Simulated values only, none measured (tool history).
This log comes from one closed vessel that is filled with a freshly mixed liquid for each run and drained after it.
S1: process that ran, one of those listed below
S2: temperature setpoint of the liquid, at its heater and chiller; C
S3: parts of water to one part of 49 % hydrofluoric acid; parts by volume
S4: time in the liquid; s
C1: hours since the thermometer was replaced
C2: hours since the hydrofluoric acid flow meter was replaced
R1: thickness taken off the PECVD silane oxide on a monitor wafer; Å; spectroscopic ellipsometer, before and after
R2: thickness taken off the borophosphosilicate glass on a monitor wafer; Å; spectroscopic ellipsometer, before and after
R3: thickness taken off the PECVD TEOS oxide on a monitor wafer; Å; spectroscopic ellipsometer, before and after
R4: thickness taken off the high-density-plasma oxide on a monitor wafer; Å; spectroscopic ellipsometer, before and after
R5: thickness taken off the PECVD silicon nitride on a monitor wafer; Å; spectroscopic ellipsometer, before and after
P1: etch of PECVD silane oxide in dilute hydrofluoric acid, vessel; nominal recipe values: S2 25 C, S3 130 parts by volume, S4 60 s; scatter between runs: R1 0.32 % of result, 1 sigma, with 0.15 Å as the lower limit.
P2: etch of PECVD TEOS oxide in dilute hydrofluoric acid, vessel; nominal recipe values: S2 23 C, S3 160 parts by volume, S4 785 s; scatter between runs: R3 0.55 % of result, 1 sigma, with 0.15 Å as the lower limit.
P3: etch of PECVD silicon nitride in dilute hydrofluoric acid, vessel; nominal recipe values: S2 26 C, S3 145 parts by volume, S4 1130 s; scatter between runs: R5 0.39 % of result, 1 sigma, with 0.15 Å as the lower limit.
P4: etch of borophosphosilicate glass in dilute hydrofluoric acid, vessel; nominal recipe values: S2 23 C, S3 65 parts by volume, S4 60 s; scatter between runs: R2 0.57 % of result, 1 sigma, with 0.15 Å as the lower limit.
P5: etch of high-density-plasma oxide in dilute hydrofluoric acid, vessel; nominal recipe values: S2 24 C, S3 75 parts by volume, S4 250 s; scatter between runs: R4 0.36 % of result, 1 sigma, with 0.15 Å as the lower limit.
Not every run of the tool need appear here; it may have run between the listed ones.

run	hour	S1	S2	S3	S4	C1	C2	R1	R2	R3	R4	R5
1	10.4	P1	25	130	60	680.3	113.2	205.58				
2	23.3	P4	31	65	60	693.2	126.1		661.85			
3	29.1	P1	25	130	60	699	131.9	204.8				
4	39.4	P2	18.5	160	785	709.3	142.2			486.84		
5	50.2	P5	24	75	250	720.1	153				178.58	
6	58	P3	26	145	2015	727.9	160.8					340.11
7	67.6	P1	25	130	100	737.5	170.4	341.45				
8	79.8	P1	29	130	100	749.7	182.6	396.57				
9	88.6	P1	25	85	60	758.5	191.4	332.67				
10	97.4	P4	23	25	60	767.3	200.2		1312.2			
11	103.3	P5	24	40	250	773.2	206.1				350.25	
12	115.3	P1	25	130	60	785.2	218.1	204.69				
13	124.5	P1	25	130	30	794.4	227.3	102.69				
14	136.7	P1	18	130	60	806.6	239.5	155.58				
15	143.8	P3	26	55	1130	813.7	246.6					498.63
16	151.6	P4	23	65	60	821.5	254.4		481.96			
17	160	P1	25	130	60	829.9	262.8	204.64				
18	171.6	P3	26	145	1130	841.5	274.4					189.92
19	178.1	P1	31.5	130	60	848	280.9	259.77				
20	190.1	P2	23	160	785	860	292.9			586.16		

Run 21, settings as shown, results not yet in. Your forecast:
21	202.2	P1	20.5	130	30	872.1	305	?				

R1: 85.15 Å
